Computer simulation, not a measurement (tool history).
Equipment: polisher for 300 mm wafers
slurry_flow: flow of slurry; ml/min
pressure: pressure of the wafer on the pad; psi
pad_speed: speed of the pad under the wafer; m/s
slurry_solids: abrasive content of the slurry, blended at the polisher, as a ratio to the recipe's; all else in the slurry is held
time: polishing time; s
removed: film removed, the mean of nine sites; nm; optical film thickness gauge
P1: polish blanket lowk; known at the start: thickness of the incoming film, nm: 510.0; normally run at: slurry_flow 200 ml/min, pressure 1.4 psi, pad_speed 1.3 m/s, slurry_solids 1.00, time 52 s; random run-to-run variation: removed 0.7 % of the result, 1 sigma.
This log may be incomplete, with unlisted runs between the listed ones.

run,hour,slurry_flow,pressure,pad_speed,slurry_solids,time,removed
1,7.3,200,1.4,1.3,1.00,52,22.148
2,12.3,200,1.4,1.3,1.00,52,21.759
3,19.5,200,1.4,1.3,0.55,52,16.109
4,26.6,200,1.4,0.6,1.00,52,11.822
5,31.3,125,1.4,1.3,1.00,52,20.263
6,35.4,200,1.4,1.3,1.00,52,22.067
7,42.0,200,1.4,1.3,1.00,52,22.355
8,47.6,200,1.4,1.3,1.00,52,21.997
9,53.7,200,1.4,2.0,1.00,52,30.910
10,58.8,200,1.4,1.3,1.00,32,13.570
11,65.9,200,1.4,1.3,1.00,52,22.049
12,70.0,200,2.1,1.3,1.00,52,33.258
13,75.1,305,1.4,1.3,1.00,52,23.249
14,81.9,200,0.7,1.3,1.00,52,11.029
15,87.1,200,1.4,1.3,1.00,52,21.771
16,94.3,200,1.4,1.3,0.55,73,22.493
17,99.3,200,1.4,1.3,1.40,52,25.381
18,104.9,200,1.4,1.3,1.00,82,34.517

What will run 19 give?
19,108.4,200,1.4,1.3,1.00,52,?

Logged for run 19: removed 21.946 nm.
